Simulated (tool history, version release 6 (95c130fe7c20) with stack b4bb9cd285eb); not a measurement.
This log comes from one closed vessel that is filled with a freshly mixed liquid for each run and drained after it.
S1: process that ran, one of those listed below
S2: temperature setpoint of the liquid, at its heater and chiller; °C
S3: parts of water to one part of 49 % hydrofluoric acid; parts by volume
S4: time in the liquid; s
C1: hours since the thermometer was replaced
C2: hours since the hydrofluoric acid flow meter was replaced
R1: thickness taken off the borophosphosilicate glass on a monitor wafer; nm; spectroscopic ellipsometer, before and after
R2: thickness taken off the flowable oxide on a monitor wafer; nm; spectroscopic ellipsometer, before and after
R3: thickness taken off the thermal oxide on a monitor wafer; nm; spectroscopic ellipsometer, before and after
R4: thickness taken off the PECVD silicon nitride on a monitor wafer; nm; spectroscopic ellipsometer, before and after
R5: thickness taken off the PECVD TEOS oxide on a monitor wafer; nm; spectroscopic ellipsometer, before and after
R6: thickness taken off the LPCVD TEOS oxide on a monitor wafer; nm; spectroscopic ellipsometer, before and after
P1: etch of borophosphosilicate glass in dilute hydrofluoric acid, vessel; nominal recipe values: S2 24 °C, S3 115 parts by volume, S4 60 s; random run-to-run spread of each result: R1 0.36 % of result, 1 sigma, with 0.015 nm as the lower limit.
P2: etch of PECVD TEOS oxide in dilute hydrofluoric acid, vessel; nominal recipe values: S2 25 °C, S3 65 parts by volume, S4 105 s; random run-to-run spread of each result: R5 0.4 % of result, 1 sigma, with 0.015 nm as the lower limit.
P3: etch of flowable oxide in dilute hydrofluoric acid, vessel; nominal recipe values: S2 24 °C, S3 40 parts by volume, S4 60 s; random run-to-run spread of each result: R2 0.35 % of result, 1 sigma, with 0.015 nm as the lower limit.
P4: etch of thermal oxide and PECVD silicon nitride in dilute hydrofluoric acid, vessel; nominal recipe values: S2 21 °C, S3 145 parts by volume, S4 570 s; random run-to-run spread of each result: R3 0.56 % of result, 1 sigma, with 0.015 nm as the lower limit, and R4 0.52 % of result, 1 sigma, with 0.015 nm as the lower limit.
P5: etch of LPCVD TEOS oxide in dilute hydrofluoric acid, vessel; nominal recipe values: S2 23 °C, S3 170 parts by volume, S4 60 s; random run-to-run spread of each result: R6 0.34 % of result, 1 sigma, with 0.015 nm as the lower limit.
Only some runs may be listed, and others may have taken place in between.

Run 1, hour 18.2: S1 P1, S2 24 °C, S3 115 parts by volume, S4 60 s; C1 621.8; C2 1358.6. Result: R1 22.357 nm.
Run 2, hour 30.1: S1 P3, S2 24 °C, S3 40 parts by volume, S4 110 s; C1 633.7; C2 1370.5. Result: R2 112.01 nm.
Run 3, hour 38.6: S1 P4, S2 21 °C, S3 145 parts by volume, S4 570 s; C1 642.2; C2 1379. Result: R3 15.39 nm, R4 6.7608 nm.
Run 4, hour 49.1: S1 P1, S2 24 °C, S3 115 parts by volume, S4 60 s; C1 652.7; C2 1389.5. Result: R1 22.34 nm.
Run 5, hour 59.8: S1 P1, S2 24 °C, S3 165 parts by volume, S4 60 s; C1 663.4; C2 1400.2. Result: R1 14.693 nm.
Run 6, hour 69.8: S1 P1, S2 30 °C, S3 115 parts by volume, S4 60 s; C1 673.4; C2 1410.2. Result: R1 27.98 nm.
Run 7, hour 78: S1 P2, S2 25 °C, S3 90 parts by volume, S4 105 s; C1 681.6; C2 1418.4. Result: R5 19.508 nm.
Run 8, hour 94: S1 P1, S2 18 °C, S3 115 parts by volume, S4 60 s; C1 697.6; C2 1434.4. Result: R1 17.554 nm.
Run 9, hour 111.5: S1 P1, S2 24 °C, S3 115 parts by volume, S4 60 s; C1 715.1; C2 1451.9. Result: R1 22.301 nm.
Run 10, hour 129.1: S1 P3, S2 24 °C, S3 75 parts by volume, S4 60 s; C1 732.7; C2 1469.5. Result: R2 31.244 nm.
Run 11, hour 142: S1 P1, S2 24 °C, S3 115 parts by volume, S4 60 s; C1 745.6; C2 1482.4. Result: R1 22.32 nm.
Run 12, hour 156.7: S1 P2, S2 25 °C, S3 65 parts by volume, S4 105 s; C1 760.3; C2 1497.1. Result: R5 28.083 nm.
Run 13, hour 167.2: S1 P1, S2 24 °C, S3 115 parts by volume, S4 60 s; C1 770.8; C2 1507.6. Result: R1 22.225 nm.
Run 14, hour 181.8: S1 P1, S2 24 °C, S3 45 parts by volume, S4 60 s; C1 785.4; C2 1522.2. Result: R1 62.636 nm.
Run 15, hour 195.2: S1 P1, S2 24 °C, S3 115 parts by volume, S4 30 s; C1 798.8; C2 1535.6. Result: R1 11.188 nm.
Run 16, hour 210: S1 P4, S2 21 °C, S3 145 parts by volume, S4 260 s; C1 813.6; C2 1550.4. Result: R3 7.0662 nm, R4 3.0912 nm.
Run 17, hour 221.7: S1 P5, S2 23 °C, S3 170 parts by volume, S4 60 s; C1 825.3; C2 1562.1. Result: R6 17.174 nm.
Run 18, hour 232.1: S1 P1, S2 24 °C, S3 115 parts by volume, S4 100 s; C1 835.7; C2 1572.5. Result: R1 37.052 nm.
Run 19, hour 241.9: S1 P2, S2 33 °C, S3 65 parts by volume, S4 105 s; C1 845.5; C2 1582.3. Result: R5 38.062 nm.
Run 20, hour 257.6: S1 P3, S2 32 °C, S3 40 parts by volume, S4 60 s; C1 861.2; C2 1598. Result: R2 84.166 nm.
Run 21, hour 266.7: S1 P4, S2 21 °C, S3 35 parts by volume, S4 570 s; C1 870.3; C2 1607.1. Result: R3 72.702 nm, R4 26.938 nm.
Run 22, hour 284.5: S1 P2, S2 25 °C, S3 65 parts by volume, S4 105 s; C1 888.1; C2 1624.9. Result: R5 27.698 nm.
Run 23, hour 292.5: S1 P1, S2 24 °C, S3 115 parts by volume, S4 60 s; C1 896.1; C2 1632.9. Result: R1 22.339 nm.
Run 24, hour 304.6: S1 P5, S2 29.5 °C, S3 170 parts by volume, S4 60 s; C1 908.2; C2 1645. Result: R6 21.793 nm.
Run 25, hour 320.6: S1 P2, S2 25 °C, S3 65 parts by volume, S4 30 s; C1 924.2; C2 1661. Result: R5 7.9342 nm.
Run 26, hour 337.2: S1 P5, S2 23 °C, S3 170 parts by volume, S4 60 s; C1 940.8; C2 1677.6. Result: R6 17.201 nm.
Run 27, hour 353.1: S1 P5, S2 23 °C, S3 45 parts by volume, S4 60 s; C1 956.7; C2 1693.5. Result: R6 75.169 nm.
Run 28, hour 369.5: S1 P3, S2 24 °C, S3 40 parts by volume, S4 60 s; C1 973.1; C2 1709.9. Result: R2 61.03 nm.
Run 29, hour 383: S1 P3, S2 24 °C, S3 40 parts by volume, S4 60 s; C1 986.6; C2 1723.4. Result: R2 61.398 nm.
Run 30, hour 397.7: S1 P5, S2 23 °C, S3 170 parts by volume, S4 30 s; C1 1001.3; C2 1738.1. Result: R6 8.6386 nm.
Run 31, hour 414.1: S1 P4, S2 21 °C, S3 145 parts by volume, S4 570 s; C1 1017.7; C2 1754.5. Result: R3 15.466 nm, R4 6.8529 nm.
Run 32, hour 426.9: S1 P1, S2 29.5 °C, S3 115 parts by volume, S4 110 s; C1 1030.5; C2 1767.3. Result: R1 50.86 nm.
Run 33, hour 439.2: S1 P4, S2 17 °C, S3 145 parts by volume, S4 570 s; C1 1042.8; C2 1779.6. Result: R3 13.14 nm, R4 5.1405 nm.
Run 34, hour 449.1: S1 P1, S2 24 °C, S3 115 parts by volume, S4 60 s; C1 1052.7; C2 1789.5. Result: R1 22.288 nm.
Run 35, hour 457.6: S1 P1, S2 24 °C, S3 115 parts by volume, S4 60 s; C1 1061.2; C2 1798. Result: R1 21.642 nm.
Run 36, hour 472: S1 P1, S2 24 °C, S3 115 parts by volume, S4 60 s; C1 1075.6; C2 1812.4. Result: R1 20.981 nm.
Run 37, hour 483.8: S1 P1, S2 24 °C, S3 115 parts by volume, S4 60 s; C1 1087.4; C2 1824.2. Result: R1 20.701 nm.
Run 38, hour 501.5: S1 P1, S2 24 °C, S3 115 parts by volume, S4 60 s; C1 1105.1; C2 1841.9. Result: R1 20.591 nm.
Run 39, hour 515.8: S1 P1, S2 24 °C, S3 115 parts by volume, S4 60 s; C1 1119.4; C2 1856.2. Result: R1 20.576 nm.
Run 40, hour 526.7: S1 P1, S2 24 °C, S3 115 parts by volume, S4 60 s; C1 1130.3; C2 1867.1. Result: R1 20.431 nm.

The output of P1 has drifted from where it used to be. Each of the 2 causes below, taken at the size shown beside it, accounts for the log equally well:
A: hydrofluoric acid flow below the setpoint (%) = 7.51
B: liquid colder than its thermometer reads (K) = 2.26
The onset of the drift is placed at about hour 449.1.

The check runs listed below each take one wafer, and their results are still question marks. Under which run would the listed causes lead to clearly different results?
Run check 1, hour 537.6: S1 P3, S2 31 °C, S3 40 parts by volume, S4 60 s. Result: R2 ?.
Run check 2, hour 537.6: S1 P5, S2 27.5 °C, S3 65 parts by volume, S4 60 s. Result: R6 ?.
Run check 3, hour 537.6: S1 P2, S2 29 °C, S3 65 parts by volume, S4 105 s. Result: R5 ?.
Run check 4, hour 537.6: S1 P4, S2 17 °C, S3 145 parts by volume, S4 265 s. Result: R3 ?, R4 ?.

How each check would come out, cause by cause:
  check  result    if A    if B
check 1      R2  74.875  74.402
check 2      R6   55.98  55.723
check 3      R5  29.915  29.819
check 4      R3  5.5725  5.5476
check 4      R4  2.2281  2.0536
How far apart the two closest causes lie, in the result that separates them most: check 1 0.63 %; check 2 0.46 %; check 3 0.32 %; check 4 8.15 %
Only check 4 tells the causes apart: in the others they would give nearly the same result.

After running check 4, the following was obtained: R3 5.5111 nm; R4 2.0748 nm. Which cause does this point to?

It was cause B: liquid colder than its thermometer reads (K).
